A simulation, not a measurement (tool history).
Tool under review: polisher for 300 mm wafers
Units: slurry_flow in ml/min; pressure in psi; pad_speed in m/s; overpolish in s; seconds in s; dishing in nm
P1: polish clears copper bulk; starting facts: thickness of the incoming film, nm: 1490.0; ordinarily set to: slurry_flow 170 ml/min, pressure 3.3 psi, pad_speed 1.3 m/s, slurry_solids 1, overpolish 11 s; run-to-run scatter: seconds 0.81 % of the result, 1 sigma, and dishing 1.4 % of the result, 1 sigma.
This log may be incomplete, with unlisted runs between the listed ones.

| run | hour | slurry_flow | pressure | pad_speed | slurry_solids | overpolish | seconds | dishing |
|---|---|---|---|---|---|---|---|---|
| 1 | 10.3 | 170 | 3.3 | 1.3 | 1 | 11 | 117.07 | 18.735 |
| 2 | 18 | 170 | 3.3 | 1.9 | 1 | 3 | 80.548 | 16.97 |
| 3 | 24.5 | 170 | 3.3 | 0.94 | 1 | 11 | 166.07 | 18.006 |
| 4 | 35.5 | 170 | 3.3 | 1.3 | 1 | 11 | 116.05 | 18.987 |
| 5 | 43.1 | 170 | 3.3 | 1.3 | 1 | 11 | 117.27 | 18.73 |
| 6 | 52 | 170 | 3.3 | 1.3 | 1.5 | 11 | 107.81 | 18.864 |
| 7 | 60.8 | 170 | 4.6 | 1.3 | 1 | 11 | 83.604 | 18.919 |
| 8 | 69 | 170 | 3.3 | 1.3 | 0.65 | 3 | 128.32 | 14.37 |
| 9 | 77.8 | 170 | 3.3 | 1.3 | 1 | 6 | 118.32 | 17.722 |
| 10 | 86.1 | 215 | 3.3 | 1.3 | 1 | 11 | 115.56 | 18.806 |
| 11 | 92 | 170 | 2.3 | 1.3 | 1 | 11 | 168.41 | 18.234 |
| 12 | 101 | 110 | 3.3 | 1.3 | 1 | 11 | 126.93 | 18.17 |

Run 13 comes next. What will it give?
| 13 | 109.7 | 115 | 3.3 | 1.3 | 1.35 | 11 | ? | ? |

seconds: 120.33 s
dishing: 18.438 nm
